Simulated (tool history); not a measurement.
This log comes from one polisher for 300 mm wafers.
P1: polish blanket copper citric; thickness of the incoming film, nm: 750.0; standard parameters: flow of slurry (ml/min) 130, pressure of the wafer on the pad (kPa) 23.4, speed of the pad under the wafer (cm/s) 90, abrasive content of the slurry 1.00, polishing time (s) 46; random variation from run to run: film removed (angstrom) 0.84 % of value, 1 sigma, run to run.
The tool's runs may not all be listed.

run,hour,flow of slurry (ml/min),pressure of the wafer on the pad (kPa),speed of the pad under the wafer (cm/s),abrasive content of the slurry,polishing time (s),film removed (angstrom)
1,12.6,130,23.4,90,1.00,46,1216.80
2,26.0,130,23.4,90,1.40,46,1286.10
3,36.6,130,23.4,90,1.00,46,1202.40
4,48.0,130,23.4,90,1.00,46,1202.80
5,63.5,130,23.4,90,1.00,46,1207.40
6,72.7,100,23.4,90,1.00,22,537.46
7,88.8,80,30.3,90,1.00,46,1370.50
8,99.9,130,23.4,90,0.50,46,1035.20
9,118.0,85,23.4,90,1.00,46,1093.00
10,130.3,130,23.4,90,1.00,67,1764.30
11,140.4,130,23.4,90,1.00,46,1213.20
12,157.5,130,33.1,90,1.00,46,1686.60
13,171.8,130,23.4,116,1.00,46,1536.00
14,187.8,130,23.4,90,1.00,31,811.87
15,196.5,200,23.4,90,1.00,46,1304.50
# hour 206.7: slurry nozzle cleaned
16,214.7,130,12.4,90,0.55,46,577.50
17,228.5,130,23.4,50,1.00,46,683.26
18,242.5,130,11.0,90,1.00,46,579.67
19,260.9,130,23.4,90,1.00,46,1187.50
20,276.3,130,23.4,90,1.00,46,1159.10
21,293.1,130,23.4,90,1.00,46,1101.20
# hour 306.9: slurry blender recalibrated
22,307.7,130,23.4,90,1.00,46,1109.80
# hour 312.3: head pressure recalibrated
23,325.8,130,23.4,90,1.00,46,1088.00
24,336.6,130,23.4,90,1.00,46,1068.60
25,347.3,130,23.4,90,1.00,46,1058.90
26,358.4,130,23.4,90,1.00,46,1063.70

What P1 gives has crept off from where it sat before. The 2 causes that follow fit the log equally well, each at the size noted:
A: slurry flow missing at the pad, % = 38.5
B: removal rate lost through wear of the pad, % = 11.4
Creep in the process output first set in at about hour 260.9.
Other possible causes, and why each is ruled out:
head's pressure below its setpoint, %: serviced after onset, at hour 312.3, with no recovery of the prior output
abrasive missing from the slurry, %: serviced after onset, at hour 306.9, with no recovery of the prior output

4 check runs are offered, each on 5 wafers whose results are averaged, their results left as question marks. Which one tells the causes apart?
check 1,369.5,180,31.7,90,1.00,46,?
check 2,369.5,130,12.4,90,1.00,46,?
check 3,369.5,130,23.4,108,0.60,46,?
check 4,369.5,130,23.4,90,1.30,33,?

What every check run would give for each of its results, assuming each possible cause in turn:
check,result,if A,if B
check 1,film removed (angstrom),1564.10,1516.40
check 2,film removed (angstrom),576.72,576.51
check 3,film removed (angstrom),1147.00,1146.60
check 4,film removed (angstrom),810.42,810.12
Gap, in per cent, between the two causes that each check separates least, read from the result that separates them most: check 1 3.1 %; check 2 0.04 %; check 3 0.04 %; check 4 0.04 %
The causes can be told apart only by check 1. The other checks would give nearly the same results under each of them.

Check 1 was then run and gave: film removed (angstrom) 1559.60. Which cause is it?

The correct cause is A, namely: slurry flow missing at the pad, %.

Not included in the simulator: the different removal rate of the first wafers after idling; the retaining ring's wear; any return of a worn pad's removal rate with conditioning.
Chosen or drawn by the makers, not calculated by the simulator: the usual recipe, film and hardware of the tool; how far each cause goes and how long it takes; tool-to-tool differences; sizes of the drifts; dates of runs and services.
